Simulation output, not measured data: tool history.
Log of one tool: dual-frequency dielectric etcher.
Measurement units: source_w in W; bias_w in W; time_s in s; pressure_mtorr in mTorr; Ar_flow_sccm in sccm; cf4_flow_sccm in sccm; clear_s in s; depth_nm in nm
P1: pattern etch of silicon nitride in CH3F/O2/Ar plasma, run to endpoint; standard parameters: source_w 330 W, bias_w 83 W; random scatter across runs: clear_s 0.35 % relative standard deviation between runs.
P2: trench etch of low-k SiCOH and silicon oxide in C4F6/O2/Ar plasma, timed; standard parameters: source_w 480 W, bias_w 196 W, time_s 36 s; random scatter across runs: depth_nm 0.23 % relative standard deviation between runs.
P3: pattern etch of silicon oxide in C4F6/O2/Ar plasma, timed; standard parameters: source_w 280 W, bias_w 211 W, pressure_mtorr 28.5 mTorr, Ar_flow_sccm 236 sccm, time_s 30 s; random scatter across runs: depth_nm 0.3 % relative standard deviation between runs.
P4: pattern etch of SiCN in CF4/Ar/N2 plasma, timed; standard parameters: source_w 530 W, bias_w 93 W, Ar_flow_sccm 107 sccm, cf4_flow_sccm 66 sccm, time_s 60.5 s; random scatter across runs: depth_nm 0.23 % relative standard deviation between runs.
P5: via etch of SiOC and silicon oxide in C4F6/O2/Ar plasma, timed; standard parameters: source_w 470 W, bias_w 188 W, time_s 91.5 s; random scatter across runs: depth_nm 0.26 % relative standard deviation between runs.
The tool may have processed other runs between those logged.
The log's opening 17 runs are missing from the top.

run,hour,process,source_w,bias_w,time_s,pressure_mtorr,Ar_flow_sccm,cf4_flow_sccm,clear_s,depth_nm
18,75.6,P2,660,196,36,,,,,142.23
19,81.4,P3,280,211,30,28.5,169,,,90.49
20,86.3,P1,330,83,,,,,38.807,
21,89.4,P1,330,54,,,,,45.366,
22,93.3,P3,280,211,30,36,236,,,84.554
23,97.2,P4,530,93,60.5,,107,66,,63.711
24,103.1,P4,530,93,60.5,,80,66,,66.524
25,109.1,P4,370,93,60.5,,107,66,,46.785
26,112.4,P1,200,83,,,,,46.87,
27,115.6,P4,530,74,60.5,,107,66,,58.612
28,120.2,P5,470,188,91.5,,,,,108.71
29,125,P1,330,115,,,,,34.492,
30,127.7,P2,480,277,36,,,,,141.05
31,130.5,P1,330,83,,,,,38.609,
32,134.6,P5,470,230,91.5,,,,,115.68
33,138.9,P1,330,83,,,,,38.809,
34,142.3,P4,530,93,60.5,,107,81,,65.491
35,145.5,P1,330,83,,,,,39.205,
36,149.3,P1,330,83,,,,,38.737,
37,153.8,P1,330,83,,,,,39.177,
38,156.8,P1,330,83,,,,,39.37,

The next listed run, before its measurement:
39,162.5,P1,330,83,,,,,?,

{"run 39": {"clear_s": 39.501}}

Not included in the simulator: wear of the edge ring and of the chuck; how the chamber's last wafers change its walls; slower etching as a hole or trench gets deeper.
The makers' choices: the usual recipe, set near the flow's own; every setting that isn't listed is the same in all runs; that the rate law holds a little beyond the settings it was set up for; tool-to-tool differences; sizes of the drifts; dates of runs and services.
